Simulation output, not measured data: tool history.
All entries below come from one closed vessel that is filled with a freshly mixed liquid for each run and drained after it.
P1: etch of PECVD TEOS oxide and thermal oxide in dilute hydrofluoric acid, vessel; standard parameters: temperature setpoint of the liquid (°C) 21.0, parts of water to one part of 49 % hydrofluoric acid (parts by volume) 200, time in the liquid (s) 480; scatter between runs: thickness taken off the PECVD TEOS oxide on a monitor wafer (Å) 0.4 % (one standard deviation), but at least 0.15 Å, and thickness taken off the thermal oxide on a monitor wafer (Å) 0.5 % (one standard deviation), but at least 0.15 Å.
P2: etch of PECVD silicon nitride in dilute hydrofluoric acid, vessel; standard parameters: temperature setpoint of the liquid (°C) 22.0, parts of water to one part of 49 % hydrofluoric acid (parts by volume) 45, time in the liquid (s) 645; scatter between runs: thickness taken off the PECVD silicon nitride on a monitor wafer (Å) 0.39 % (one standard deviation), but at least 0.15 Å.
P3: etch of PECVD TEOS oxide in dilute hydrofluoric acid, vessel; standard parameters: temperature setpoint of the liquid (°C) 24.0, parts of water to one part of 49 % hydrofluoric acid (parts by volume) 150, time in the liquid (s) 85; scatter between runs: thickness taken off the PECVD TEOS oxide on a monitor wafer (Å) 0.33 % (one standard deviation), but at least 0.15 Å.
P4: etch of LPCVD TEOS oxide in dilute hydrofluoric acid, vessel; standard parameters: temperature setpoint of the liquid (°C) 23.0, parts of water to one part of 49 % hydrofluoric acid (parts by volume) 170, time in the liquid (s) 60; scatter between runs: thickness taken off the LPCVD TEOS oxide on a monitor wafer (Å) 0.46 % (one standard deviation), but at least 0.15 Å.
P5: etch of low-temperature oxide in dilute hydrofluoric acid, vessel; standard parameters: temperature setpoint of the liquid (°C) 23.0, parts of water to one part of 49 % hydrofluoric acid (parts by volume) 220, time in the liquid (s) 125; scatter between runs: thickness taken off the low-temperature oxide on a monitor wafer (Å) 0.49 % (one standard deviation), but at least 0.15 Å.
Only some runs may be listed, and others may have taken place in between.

run   hour  process that ran  temperature setpoint of the liquid (°C)  parts of water to one part of 49 % hydrofluoric acid (parts by volume)  time in the liquid (s)  hours since the thermometer was replaced  hours since the hydrofluoric acid flow meter was replaced  thickness taken off the PECVD TEOS oxide on a monitor wafer (Å)  thickness taken off the thermal oxide on a monitor wafer (Å)  thickness taken off the low-temperature oxide on a monitor wafer (Å)  thickness taken off the LPCVD TEOS oxide on a monitor wafer (Å)  thickness taken off the PECVD silicon nitride on a monitor wafer (Å)
  1   10.2                P1                                     21.0                                                                     200                     480                                    1854.2                                                      392.0                                                          394.310                                                        99.333
  2   16.1                P5                                     23.0                                                                     220                     125                                    1860.1                                                      397.9                                                                                                                                                                                               133.56
  3   24.1                P4                                     23.0                                                                     170                      60                                    1868.1                                                      405.9                                                                                                                                                                                                                                                                174.62
  4   31.2                P1                                     21.0                                                                     200                     480                                    1875.2                                                      413.0                                                          392.740                                                        97.650
  5   37.2                P1                                     21.0                                                                     200                     105                                    1881.2                                                      419.0                                                           86.363                                                        21.723
  6   47.8                P1                                     21.0                                                                     325                     480                                    1891.8                                                      429.6                                                          215.180                                                        54.259
  7   59.4                P4                                     31.5                                                                     170                      60                                    1903.4                                                      441.2                                                                                                                                                                                                                                                                237.97
  8   70.1                P5                                     23.0                                                                     220                     205                                    1914.1                                                      451.9                                                                                                                                                                                               220.19
  9   75.8                P4                                     23.0                                                                      35                      60                                    1919.8                                                      457.6                                                                                                                                                                                                                                                                999.53
 10   86.6                P3                                     24.0                                                                     150                     170                                    1930.6                                                      468.4                                                          198.630
 11   94.2                P5                                     23.0                                                                     220                     125                                    1938.2                                                      476.0                                                                                                                                                                                               133.65
 12  104.8                P1                                     24.5                                                                     200                     480                                    1948.8                                                      486.6                                                          444.250                                                       112.850
 13  112.7                P4                                     23.0                                                                     170                      60                                    1956.7                                                      494.5                                                                                                                                                                                                                                                                175.45
 14  122.9                P1                                     21.0                                                                      90                     160                                    1966.9                                                      504.7                                                          328.270                                                        82.292
 15  133.2                P5                                     29.5                                                                     220                     125                                    1977.2                                                      515.0                                                                                                                                                                                               168.14
 16  144.8                P1                                     21.0                                                                     125                     480                                    1988.8                                                      526.6                                                          680.190                                                       171.770
 17  150.6                P3                                     24.0                                                                      85                      85                                    1994.6                                                      532.4                                                          188.260
 18  162.6                P1                                     21.0                                                                     200                     480                                    2006.6                                                      544.4                                                          394.690                                                        99.754
 19  172.2                P3                                     24.0                                                                     150                      85                                    2016.2                                                      554.0                                                           99.216
 20  180.1                P1                                     21.0                                                                     200                     480                                    2024.1                                                      561.9                                                          392.850                                                        98.962

Run 21 has not been measured yet. What should we expect?
 21  188.5                P2                                     22.0                                                                      45                    1085                                    2032.5                                                      570.3                                                                                                                                                                                                                                                                                                                                           ?

thickness taken off the PECVD silicon nitride on a monitor wafer (Å): 891.44
